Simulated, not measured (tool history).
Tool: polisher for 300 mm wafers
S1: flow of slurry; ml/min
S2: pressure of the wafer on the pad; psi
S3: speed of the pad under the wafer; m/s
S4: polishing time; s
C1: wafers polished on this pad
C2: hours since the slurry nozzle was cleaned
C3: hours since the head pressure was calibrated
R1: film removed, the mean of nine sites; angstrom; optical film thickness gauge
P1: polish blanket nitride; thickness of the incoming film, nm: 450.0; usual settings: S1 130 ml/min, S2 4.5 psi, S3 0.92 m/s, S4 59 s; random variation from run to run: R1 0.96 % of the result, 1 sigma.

{"run": 1, "hour": 13.0, "S1": 130, "S2": 4.5, "S3": 0.92, "S4": 59, "C1": 1120, "C2": 165.6, "C3": 597.1, "R1": 1153.0}
{"run": 2, "hour": 24.5, "S1": 130, "S2": 2.8, "S3": 0.92, "S4": 83, "C1": 1283, "C2": 177.1, "C3": 608.6, "R1": 1022.2}
{"run": 3, "hour": 36.2, "S1": 130, "S2": 4.5, "S3": 0.92, "S4": 59, "C1": 1450, "C2": 188.8, "C3": 620.3, "R1": 1169.7}
{"run": 4, "hour": 44.0, "S1": 130, "S2": 2.5, "S3": 0.92, "S4": 59, "C1": 1560, "C2": 196.6, "C3": 628.1, "R1": 646.2}
{"run": 5, "hour": 61.0, "S1": 130, "S2": 4.5, "S3": 1.44, "S4": 59, "C1": 1802, "C2": 213.6, "C3": 645.1, "R1": 1683.9}
{"run": 6, "hour": 76.3, "S1": 130, "S2": 4.5, "S3": 0.92, "S4": 59, "C1": 2019, "C2": 228.9, "C3": 660.4, "R1": 1175.4}
{"run": 7, "hour": 85.5, "S1": 130, "S2": 5.7, "S3": 0.92, "S4": 59, "C1": 2150, "C2": 238.1, "C3": 669.6, "R1": 1466.3}
{"run": 8, "hour": 93.6, "S1": 165, "S2": 4.5, "S3": 0.92, "S4": 59, "C1": 2265, "C2": 246.2, "C3": 677.7, "R1": 1199.6}
{"run": 9, "hour": 108.4, "S1": 130, "S2": 4.5, "S3": 0.62, "S4": 59, "C1": 2475, "C2": 261.0, "C3": 692.5, "R1": 856.28}
{"run": 10, "hour": 121.9, "S1": 80, "S2": 4.5, "S3": 0.92, "S4": 59, "C1": 2667, "C2": 274.5, "C3": 706.0, "R1": 1020.0}
{"run": 11, "hour": 134.8, "S1": 130, "S2": 4.5, "S3": 0.92, "S4": 59, "C1": 2850, "C2": 287.4, "C3": 718.9, "R1": 1166.0}
{"run": 12, "hour": 148.4, "S1": 130, "S2": 4.5, "S3": 0.92, "S4": 32, "C1": 3044, "C2": 301.0, "C3": 732.5, "R1": 629.86}
{"run": 13, "hour": 160.7, "S1": 130, "S2": 4.5, "S3": 0.92, "S4": 94, "C1": 3218, "C2": 313.3, "C3": 744.8, "R1": 1864.1}
{"run": 14, "hour": 177.4, "S1": 130, "S2": 4.5, "S3": 0.92, "S4": 59, "C1": 3456, "C2": 330.0, "C3": 761.5, "R1": 1189.4}
{"run": 15, "hour": 193.7, "S1": 130, "S2": 4.5, "S3": 0.92, "S4": 59, "C1": 3687, "C2": 346.3, "C3": 777.8, "R1": 1124.0}
{"run": 16, "hour": 210.9, "S1": 130, "S2": 4.5, "S3": 0.92, "S4": 59, "C1": 3932, "C2": 363.5, "C3": 795.0, "R1": 1081.6}

The next listed run, before its measurement:
{"run": 17, "hour": 222.7, "S1": 130, "S2": 4.5, "S3": 0.92, "S4": 59, "C1": 4099, "C2": 375.3, "C3": 806.8, "R1": "?"}

R1: 1083.50 angstrom
